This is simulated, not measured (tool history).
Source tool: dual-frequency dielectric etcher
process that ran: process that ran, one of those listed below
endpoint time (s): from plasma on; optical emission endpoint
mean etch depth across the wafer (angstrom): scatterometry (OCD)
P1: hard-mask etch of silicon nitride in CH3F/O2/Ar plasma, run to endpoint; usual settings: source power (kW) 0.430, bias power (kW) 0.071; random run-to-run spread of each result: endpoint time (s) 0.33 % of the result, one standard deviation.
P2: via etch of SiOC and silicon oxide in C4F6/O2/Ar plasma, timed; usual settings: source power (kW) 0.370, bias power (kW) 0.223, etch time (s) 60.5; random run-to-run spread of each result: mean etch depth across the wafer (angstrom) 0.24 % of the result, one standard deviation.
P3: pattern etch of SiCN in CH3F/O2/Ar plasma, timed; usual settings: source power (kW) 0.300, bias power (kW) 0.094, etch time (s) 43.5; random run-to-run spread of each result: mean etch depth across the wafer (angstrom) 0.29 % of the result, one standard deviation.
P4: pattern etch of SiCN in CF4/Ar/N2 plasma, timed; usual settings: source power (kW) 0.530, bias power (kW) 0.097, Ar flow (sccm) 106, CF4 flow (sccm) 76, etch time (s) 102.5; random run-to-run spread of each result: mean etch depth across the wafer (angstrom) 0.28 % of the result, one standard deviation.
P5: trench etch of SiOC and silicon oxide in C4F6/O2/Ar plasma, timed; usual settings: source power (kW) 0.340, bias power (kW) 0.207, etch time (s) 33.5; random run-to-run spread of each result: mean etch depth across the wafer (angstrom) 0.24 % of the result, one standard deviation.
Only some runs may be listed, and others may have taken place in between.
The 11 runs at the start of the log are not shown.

run,hour,process that ran,source power (kW),bias power (kW),Ar flow (sccm),CF4 flow (sccm),etch time (s),hours since the last wet clean,hours since the last source power generator calibration,hours since the last bias power generator calibration,endpoint time (s),mean etch depth across the wafer (angstrom)
12,110.1,P4,0.530,0.066,106,76,102.5,336.5,1501.8,2992.8,,980.680
13,117.5,P4,0.530,0.097,72,76,102.5,343.9,1509.2,3000.2,,1181.100
14,125.4,P4,0.530,0.097,106,93,102.5,351.8,1517.1,3008.1,,1156.900
15,135.1,P3,0.380,0.094,,,43.5,361.5,1526.8,3017.8,,180.910
16,146.7,P1,0.510,0.071,,,,373.1,1538.4,3029.4,62.749,
17,153.9,P3,0.300,0.134,,,43.5,380.3,1545.6,3036.6,,191.150
18,167.9,P2,0.230,0.223,,,60.5,394.3,1559.6,3050.6,,589.650
19,175.3,P3,0.300,0.094,,,24.5,401.7,1567.0,3058.0,,92.956
20,189.8,P2,0.370,0.223,,,60.5,416.2,1581.5,3072.5,,704.560
# hour 191.1: source power generator calibrated
21,202.3,P1,0.260,0.098,,,,428.7,11.3,3085.0,72.316,
22,213.4,P5,0.210,0.207,,,33.5,439.8,22.4,3096.1,,553.640
23,225.9,P5,0.340,0.207,,,48.5,452.3,34.9,3108.6,,962.670
24,240.6,P1,0.430,0.071,,,,467.0,49.6,3123.3,67.211,
25,253.1,P1,0.430,0.071,,,,479.5,62.1,3135.8,67.216,
26,262.5,P5,0.340,0.207,,,33.5,488.9,71.5,3145.2,,666.120
27,271.6,P1,0.430,0.071,,,,498.0,80.6,3154.3,67.113,
28,280.2,P3,0.300,0.094,,,43.5,506.6,89.2,3162.9,,165.870
29,287.2,P1,0.330,0.071,,,,513.6,96.2,3169.9,73.956,
30,302.1,P2,0.370,0.223,,,60.5,528.5,111.1,3184.8,,705.240

Estimate the outcome of run 31 from the log above:
31,315.4,P2,0.370,0.133,,,60.5,541.8,124.4,3198.1,,?

Run 31 measured mean etch depth across the wafer (angstrom) 598.520.
